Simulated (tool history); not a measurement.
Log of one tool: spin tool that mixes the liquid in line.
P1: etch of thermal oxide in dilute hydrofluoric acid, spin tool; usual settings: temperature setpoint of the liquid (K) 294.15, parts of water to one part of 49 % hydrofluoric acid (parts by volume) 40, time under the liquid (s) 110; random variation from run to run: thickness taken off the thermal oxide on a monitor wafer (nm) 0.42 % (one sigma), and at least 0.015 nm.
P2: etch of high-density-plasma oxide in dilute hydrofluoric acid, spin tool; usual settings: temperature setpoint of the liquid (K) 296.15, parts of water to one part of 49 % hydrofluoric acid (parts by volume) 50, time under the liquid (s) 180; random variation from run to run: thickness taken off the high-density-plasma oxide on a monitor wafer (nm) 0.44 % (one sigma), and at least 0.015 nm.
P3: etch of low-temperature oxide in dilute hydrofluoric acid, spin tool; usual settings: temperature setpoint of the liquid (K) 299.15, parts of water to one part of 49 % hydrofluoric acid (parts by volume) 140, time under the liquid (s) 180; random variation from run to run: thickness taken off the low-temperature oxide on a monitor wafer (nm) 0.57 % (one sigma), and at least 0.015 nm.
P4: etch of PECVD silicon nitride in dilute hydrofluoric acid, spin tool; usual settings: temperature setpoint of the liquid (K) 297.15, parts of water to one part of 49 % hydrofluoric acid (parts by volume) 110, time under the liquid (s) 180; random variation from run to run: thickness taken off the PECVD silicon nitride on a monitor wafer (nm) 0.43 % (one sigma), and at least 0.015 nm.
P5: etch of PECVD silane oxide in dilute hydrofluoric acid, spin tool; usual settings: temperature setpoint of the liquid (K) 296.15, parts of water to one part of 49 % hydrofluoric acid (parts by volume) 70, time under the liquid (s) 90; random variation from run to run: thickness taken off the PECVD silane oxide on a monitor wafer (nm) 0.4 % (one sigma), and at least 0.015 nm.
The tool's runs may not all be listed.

run	day	process that ran	temperature setpoint of the liquid (K)	parts of water to one part of 49 % hydrofluoric acid (parts by volume)	time under the liquid (s)	hours since the thermometer was replaced	hours since the hydrofluoric acid flow meter was replaced	thickness taken off the thermal oxide on a monitor wafer (nm)	thickness taken off the PECVD silicon nitride on a monitor wafer (nm)	thickness taken off the high-density-plasma oxide on a monitor wafer (nm)	thickness taken off the PECVD silane oxide on a monitor wafer (nm)	thickness taken off the low-temperature oxide on a monitor wafer (nm)
1	0.546	P1	294.15	40	110	1265.3	822.9	12.187				
2	1.229	P1	298.65	40	205	1281.7	839.3	27.203				
# day 1.725: thermometer replaced
3	1.746	P4	297.15	110	15	0.5	851.7		0.38499			
4	2.146	P1	302.65	40	110	10.1	861.3	17.181				
# day 2.462: hydrofluoric acid flow meter replaced
5	2.692	P1	294.15	40	110	23.2	5.6	12.106				
6	3.096	P2	296.15	50	275	32.9	15.3			28.927		
7	3.771	P1	294.15	40	170	49.1	31.5	18.779				
8	4.267	P2	290.15	50	180	61	43.4			14.81		
9	4.692	P4	302.65	110	180	71.2	53.6		6.9628			
10	5.129	P1	294.15	40	25	81.7	64.1	2.7188				
11	5.517	P5	296.15	70	45	91	73.4				9.2827	
12	6.275	P1	294.15	40	110	109.2	91.6	12.16				
13	6.904	P3	292.65	140	180	124.3	106.7					12.884
14	7.533	P2	296.15	50	180	139.4	121.8			18.988		
15	7.942	P5	296.15	70	90	149.2	131.6				18.852	
16	8.667	P1	290.15	40	110	166.6	149	10.167				
17	9.212	P2	296.15	50	180	179.7	162.1			18.972		
18	9.608	P5	302.65	70	90	189.2	171.6				24.222	
19	10.108	P1	294.15	20	110	201.2	183.6	24.848				
20	10.517	P2	296.15	75	180	211	193.4			12.286		
21	11.188	P1	294.15	60	110	227.1	209.5	7.8797				
22	11.579	P5	296.15	35	90	236.5	218.9				39.142	
23	11.983	P4	297.15	110	180	246.2	228.6		4.9733			
24	12.625	P1	294.15	40	110	261.6	244	12.117				
25	12.975	P4	297.15	55	180	270	252.4		9.7128			
26	13.312	P3	299.15	140	180	278.1	260.5					16.528
27	13.733	P3	299.15	235	180	288.2	270.6					8.8034
28	14.254	P1	294.15	40	110	300.7	283.1	12.047				
29	14.95	P3	299.15	140	355	317.4	299.8					32.467
30	15.508	P4	297.15	110	180	330.8	313.2		4.9571			
31	16.158	P1	294.15	40	110	346.4	328.8	12.049				
32	16.529	P1	294.15	40	110	355.3	337.7	12.037				
33	17.146	P1	294.15	40	110	370.1	352.5	12.498				
34	17.65	P1	294.15	40	110	382.2	364.6	12.574				
35	18.083	P1	294.15	40	110	392.6	375	12.835				
36	18.483	P1	294.15	40	110	402.2	384.6	12.892				
37	19.25	P1	294.15	40	110	420.6	403	13.001				
38	19.921	P1	294.15	40	110	436.7	419.1	13.149				
39	20.65	P1	294.15	40	110	454.2	436.6	13.201				
40	21.283	P1	294.15	40	110	469.4	451.8	13.165				
41	21.888	P1	294.15	40	110	483.9	466.3	13.113				
42	22.229	P1	294.15	40	110	492.1	474.5	13.188				

What P1 gives has crept away from where it was. These 2 causes fit the log equally well, each at the size given:
A: hydrofluoric acid flow above the setpoint (%) = 8.42
B: liquid hotter than its thermometer reads (K) = 2.01
The creep began at about day 16.529.

4 check runs are offered, one wafer each, their results left as question marks. Which one tells the causes apart?
check 1	22.571	P3	293.15	140	330							?
check 2	22.571	P5	300.15	70	90						?	
check 3	22.571	P4	297.15	60	180				?			
check 4	22.571	P2	290.65	75	180					?		

What each check would give under each cause:
check	result	if A	if B
check 1	thickness taken off the low-temperature oxide on a monitor wafer (nm)	26.187	25.858
check 2	thickness taken off the PECVD silane oxide on a monitor wafer (nm)	24.018	23.786
check 3	thickness taken off the PECVD silicon nitride on a monitor wafer (nm)	9.7371	10.283
check 4	thickness taken off the high-density-plasma oxide on a monitor wafer (nm)	10.673	10.65
How far apart the two closest causes lie, in the result that separates them most: check 1 1.27 %; check 2 0.97 %; check 3 5.46 %; check 4 0.22 %
Only check 3 tells the causes apart: in the others they would give nearly the same result.

Then check 3 was run and gave: thickness taken off the PECVD silicon nitride on a monitor wafer (nm) 10.295. Which cause is it?

It is B: liquid hotter than its thermometer reads (K).
